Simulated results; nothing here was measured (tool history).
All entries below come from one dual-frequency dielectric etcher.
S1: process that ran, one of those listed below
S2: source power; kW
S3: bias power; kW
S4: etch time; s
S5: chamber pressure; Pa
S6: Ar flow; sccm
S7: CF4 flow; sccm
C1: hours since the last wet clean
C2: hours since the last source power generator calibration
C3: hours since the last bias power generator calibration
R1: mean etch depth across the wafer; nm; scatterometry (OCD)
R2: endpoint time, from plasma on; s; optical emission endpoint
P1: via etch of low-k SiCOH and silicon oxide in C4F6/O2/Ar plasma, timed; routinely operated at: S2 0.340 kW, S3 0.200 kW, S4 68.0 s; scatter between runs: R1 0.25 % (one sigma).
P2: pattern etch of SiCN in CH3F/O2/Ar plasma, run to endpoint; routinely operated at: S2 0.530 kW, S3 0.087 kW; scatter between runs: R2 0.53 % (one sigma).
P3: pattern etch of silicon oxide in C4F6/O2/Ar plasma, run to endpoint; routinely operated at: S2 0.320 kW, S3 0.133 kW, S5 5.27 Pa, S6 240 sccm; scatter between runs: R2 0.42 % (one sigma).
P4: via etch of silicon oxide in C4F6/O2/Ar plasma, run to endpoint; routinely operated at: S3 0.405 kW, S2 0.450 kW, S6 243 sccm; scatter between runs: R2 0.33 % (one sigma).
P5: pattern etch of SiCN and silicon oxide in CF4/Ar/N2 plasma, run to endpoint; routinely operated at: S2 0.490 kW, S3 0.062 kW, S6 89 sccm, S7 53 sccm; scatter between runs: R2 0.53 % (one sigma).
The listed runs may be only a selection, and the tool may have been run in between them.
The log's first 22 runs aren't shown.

Run 23, hour 121.5: S1 P5, S2 0.490 kW, S3 0.062 kW, S6 89 sccm, S7 53 sccm; C1 18.2; C2 89.1; C3 1132.6. Result: R2 10.940 s.
Run 24, hour 127.0: S1 P5, S2 0.490 kW, S3 0.062 kW, S6 111 sccm, S7 53 sccm; C1 23.7; C2 94.6; C3 1138.1. Result: R2 11.480 s.
Run 25, hour 131.3: S1 P3, S2 0.320 kW, S3 0.133 kW, S5 3.40 Pa, S6 240 sccm; C1 28.0; C2 98.9; C3 1142.4. Result: R2 17.451 s.
Run 26, hour 136.2: S1 P5, S2 0.680 kW, S3 0.062 kW, S6 89 sccm, S7 53 sccm; C1 32.9; C2 103.8; C3 1147.3. Result: R2 8.220 s.
Run 27, hour 141.2: S1 P1, S2 0.410 kW, S3 0.200 kW, S4 94.5 s; C1 37.9; C2 108.8; C3 1152.3. Result: R1 254.90 nm.
Run 28, hour 144.8: S1 P1, S2 0.340 kW, S3 0.200 kW, S4 68.0 s; C1 41.5; C2 112.4; C3 1155.9. Result: R1 170.12 nm.
Run 29, hour 151.3: S1 P1, S2 0.340 kW, S3 0.200 kW, S4 68.0 s; C1 48.0; C2 118.9; C3 1162.4. Result: R1 170.29 nm.
Run 30, hour 154.9: S1 P5, S2 0.490 kW, S3 0.080 kW, S6 89 sccm, S7 53 sccm; C1 51.6; C2 122.5; C3 1166.0. Result: R2 10.104 s.
Run 31, hour 160.4: S1 P1, S2 0.340 kW, S3 0.200 kW, S4 68.0 s; C1 57.1; C2 128.0; C3 1171.5. Result: R1 170.21 nm.
Run 32, hour 166.8: S1 P4, S2 0.450 kW, S3 0.405 kW, S6 331 sccm; C1 63.5; C2 134.4; C3 1177.9. Result: R2 29.911 s.
Run 33, hour 172.6: S1 P1, S2 0.340 kW, S3 0.200 kW, S4 68.0 s; C1 69.3; C2 140.2; C3 1183.7. Result: R1 170.21 nm.
Run 34, hour 179.5: S1 P1, S2 0.340 kW, S3 0.200 kW, S4 68.0 s; C1 76.2; C2 147.1; C3 1190.6. Result: R1 168.97 nm.
Run 35, hour 184.9: S1 P1, S2 0.340 kW, S3 0.200 kW, S4 68.0 s; C1 81.6; C2 152.5; C3 1196.0. Result: R1 168.45 nm.
Run 36, hour 191.4: S1 P1, S2 0.340 kW, S3 0.200 kW, S4 68.0 s; C1 88.1; C2 159.0; C3 1202.5. Result: R1 167.82 nm.
At hour 194.8: wet clean of the chamber.
Run 37, hour 198.6: S1 P1, S2 0.340 kW, S3 0.200 kW, S4 68.0 s; C1 3.9; C2 166.2; C3 1209.7. Result: R1 166.55 nm.
Run 38, hour 205.5: S1 P1, S2 0.340 kW, S3 0.200 kW, S4 68.0 s; C1 10.8; C2 173.1; C3 1216.6. Result: R1 167.69 nm.

What will run 39 give?
Run 39, hour 209.9: S1 P1, S2 0.340 kW, S3 0.200 kW, S4 68.0 s; C1 15.2; C2 177.5; C3 1221.0. Result: R1 ?.

Run 39 measured R1 167.91 nm.
